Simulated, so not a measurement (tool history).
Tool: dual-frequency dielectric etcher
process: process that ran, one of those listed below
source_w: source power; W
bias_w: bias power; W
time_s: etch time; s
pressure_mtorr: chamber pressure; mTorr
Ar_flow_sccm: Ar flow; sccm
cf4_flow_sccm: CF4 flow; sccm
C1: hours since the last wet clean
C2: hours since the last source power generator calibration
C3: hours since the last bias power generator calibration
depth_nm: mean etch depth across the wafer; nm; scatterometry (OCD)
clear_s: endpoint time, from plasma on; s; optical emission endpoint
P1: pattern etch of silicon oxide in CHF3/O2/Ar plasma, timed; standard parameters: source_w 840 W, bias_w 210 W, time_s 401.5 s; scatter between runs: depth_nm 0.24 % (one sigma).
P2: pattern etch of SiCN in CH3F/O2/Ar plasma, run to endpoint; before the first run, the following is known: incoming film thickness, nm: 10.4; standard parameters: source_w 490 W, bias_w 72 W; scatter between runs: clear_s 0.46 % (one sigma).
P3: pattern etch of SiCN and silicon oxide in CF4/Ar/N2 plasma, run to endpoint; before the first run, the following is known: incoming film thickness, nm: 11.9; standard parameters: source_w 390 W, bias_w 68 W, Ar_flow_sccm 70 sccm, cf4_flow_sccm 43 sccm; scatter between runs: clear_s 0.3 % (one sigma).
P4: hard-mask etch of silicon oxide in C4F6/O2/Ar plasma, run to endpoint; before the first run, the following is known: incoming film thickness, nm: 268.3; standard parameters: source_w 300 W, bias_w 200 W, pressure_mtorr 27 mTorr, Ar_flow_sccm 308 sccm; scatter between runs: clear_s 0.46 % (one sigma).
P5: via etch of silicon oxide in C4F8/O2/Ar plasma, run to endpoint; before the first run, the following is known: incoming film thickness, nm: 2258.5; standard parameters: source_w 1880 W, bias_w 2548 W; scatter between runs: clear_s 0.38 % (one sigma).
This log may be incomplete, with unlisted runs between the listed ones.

run 1 hour=10.3 | process=P1 source_w=840 bias_w=210 time_s=401.5 | C1=167.4 C2=2000.2 C3=2138 | depth_nm=918.52
run 2 hour=16.8 | process=P2 source_w=360 bias_w=72 | C1=173.9 C2=2006.7 C3=2144.5 | clear_s=29.479
run 3 hour=23.6 | process=P1 source_w=840 bias_w=210 time_s=270.5 | C1=180.7 C2=2013.5 C3=2151.3 | depth_nm=621.1
run 4 hour=32.2 | process=P4 source_w=300 bias_w=200 pressure_mtorr=27 Ar_flow_sccm=308 | C1=189.3 C2=2022.1 C3=2159.9 | clear_s=91.662
run 5 hour=39.7 | process=P5 source_w=1880 bias_w=2548 | C1=196.8 C2=2029.6 C3=2167.4 | clear_s=411.87
run 6 hour=49.6 | process=P1 source_w=840 bias_w=210 time_s=401.5 | C1=206.7 C2=2039.5 C3=2177.3 | depth_nm=922.07
run 7 hour=57.3 | process=P1 source_w=1080 bias_w=210 time_s=401.5 | C1=214.4 C2=2047.2 C3=2185 | depth_nm=1011.8
run 8 hour=63.3 | process=P5 source_w=1880 bias_w=2548 | C1=220.4 C2=2053.2 C3=2191 | clear_s=412.3
run 9 hour=73.7 | process=P3 source_w=480 bias_w=68 Ar_flow_sccm=70 cf4_flow_sccm=43 | C1=230.8 C2=2063.6 C3=2201.4 | clear_s=13.432
run 10 hour=81 | process=P2 source_w=490 bias_w=72 | C1=238.1 C2=2070.9 C3=2208.7 | clear_s=26.024
run 11 hour=88.9 | process=P5 source_w=1880 bias_w=1756 | C1=246 C2=2078.8 C3=2216.6 | clear_s=459.64
run 12 hour=96.4 | process=P4 source_w=300 bias_w=161 pressure_mtorr=27 Ar_flow_sccm=308 | C1=253.5 C2=2086.3 C3=2224.1 | clear_s=98.144
run 13 hour=103 | process=P4 source_w=300 bias_w=200 pressure_mtorr=27 Ar_flow_sccm=308 | C1=260.1 C2=2092.9 C3=2230.7 | clear_s=91.74
run 14 hour=109.6 | process=P5 source_w=2580 bias_w=2548 | C1=266.7 C2=2099.5 C3=2237.3 | clear_s=364.4
run 15 hour=119.8 | process=P1 source_w=840 bias_w=210 time_s=401.5 | C1=276.9 C2=2109.7 C3=2247.5 | depth_nm=914.86
run 16 hour=129.3 | process=P1 source_w=840 bias_w=210 time_s=401.5 | C1=286.4 C2=2119.2 C3=2257 | depth_nm=921.1
run 17 hour=134.2 | process=P4 source_w=300 bias_w=200 pressure_mtorr=27 Ar_flow_sccm=226 | C1=291.3 C2=2124.1 C3=2261.9 | clear_s=88.963
run 18 hour=141.8 | process=P4 source_w=300 bias_w=200 pressure_mtorr=35 Ar_flow_sccm=308 | C1=298.9 C2=2131.7 C3=2269.5 | clear_s=94.408
run 19 hour=150.4 | process=P1 source_w=840 bias_w=210 time_s=401.5 | C1=307.5 C2=2140.3 C3=2278.1 | depth_nm=923.05
run 20 hour=156.2 | process=P1 source_w=840 bias_w=210 time_s=515.5 | C1=313.3 C2=2146.1 C3=2283.9 | depth_nm=1180.7
run 21 hour=166.7 | process=P2 source_w=490 bias_w=72 | C1=323.8 C2=2156.6 C3=2294.4 | clear_s=26.292
run 22 hour=171.4 | process=P3 source_w=390 bias_w=68 Ar_flow_sccm=70 cf4_flow_sccm=43 | C1=328.5 C2=2161.3 C3=2299.1 | clear_s=16.18
run 23 hour=181.6 | process=P1 source_w=840 bias_w=253 time_s=401.5 | C1=338.7 C2=2171.5 C3=2309.3 | depth_nm=982.03
run 24 hour=187.8 | process=P3 source_w=390 bias_w=68 Ar_flow_sccm=70 cf4_flow_sccm=43 | C1=344.9 C2=2177.7 C3=2315.5 | clear_s=16.216
run 25 hour=193.8 | process=P3 source_w=390 bias_w=68 Ar_flow_sccm=55 cf4_flow_sccm=43 | C1=350.9 C2=2183.7 C3=2321.5 | clear_s=15.606
run 26 hour=200.2 | process=P1 source_w=840 bias_w=141 time_s=401.5 | C1=357.3 C2=2190.1 C3=2327.9 | depth_nm=808.22
run 27 hour=209 | process=P3 source_w=390 bias_w=68 Ar_flow_sccm=70 cf4_flow_sccm=61 | C1=366.1 C2=2198.9 C3=2336.7 | clear_s=15.358
run 28 hour=214.5 | process=P3 source_w=390 bias_w=55 Ar_flow_sccm=70 cf4_flow_sccm=43 | C1=371.6 C2=2204.4 C3=2342.2 | clear_s=17.259
run 29 hour=221.2 | process=P2 source_w=490 bias_w=49 | C1=378.3 C2=2211.1 C3=2348.9 | clear_s=30.171
run 30 hour=226.5 | process=P1 source_w=840 bias_w=210 time_s=401.5 | C1=383.6 C2=2216.4 C3=2354.2 | depth_nm=919.17
run 31 hour=231.6 | process=P1 source_w=840 bias_w=244 time_s=293 | C1=388.7 C2=2221.5 C3=2359.3 | depth_nm=706.08
run 32 hour=241.8 | process=P1 source_w=550 bias_w=210 time_s=401.5 | C1=398.9 C2=2231.7 C3=2369.5 | depth_nm=783.45
run 33 hour=251.6 | process=P4 source_w=380 bias_w=200 pressure_mtorr=27 Ar_flow_sccm=308 | C1=408.7 C2=2241.5 C3=2379.3 | clear_s=83.913
run 34 hour=257 | process=P1 source_w=840 bias_w=210 time_s=401.5 | C1=414.1 C2=2246.9 C3=2384.7 | depth_nm=919.53
run 35 hour=265.4 | process=P1 source_w=840 bias_w=210 time_s=401.5 | C1=422.5 C2=2255.3 C3=2393.1 | depth_nm=924.12
run 36 hour=275.3 | process=P1 source_w=840 bias_w=210 time_s=401.5 | C1=432.4 C2=2265.2 C3=2403 | depth_nm=931.39
-- hour=283.9 wet clean of the chamber
run 37 hour=285 | process=P1 source_w=840 bias_w=210 time_s=401.5 | C1=1.1 C2=2274.9 C3=2412.7 | depth_nm=932.65
run 38 hour=292.6 | process=P1 source_w=840 bias_w=210 time_s=401.5 | C1=8.7 C2=2282.5 C3=2420.3 | depth_nm=935.18
run 39 hour=302.3 | process=P1 source_w=840 bias_w=210 time_s=401.5 | C1=18.4 C2=2292.2 C3=2430 | depth_nm=933.91
run 40 hour=312.4 | process=P1 source_w=840 bias_w=210 time_s=401.5 | C1=28.5 C2=2302.3 C3=2440.1 | depth_nm=931.86

What does the tool deliver on the next run?
run 41 hour=317.1 | process=P1 source_w=840 bias_w=210 time_s=401.5 | C1=33.2 C2=2307 C3=2444.8 | depth_nm=?

Run 41 produced depth_nm 937.78 nm.

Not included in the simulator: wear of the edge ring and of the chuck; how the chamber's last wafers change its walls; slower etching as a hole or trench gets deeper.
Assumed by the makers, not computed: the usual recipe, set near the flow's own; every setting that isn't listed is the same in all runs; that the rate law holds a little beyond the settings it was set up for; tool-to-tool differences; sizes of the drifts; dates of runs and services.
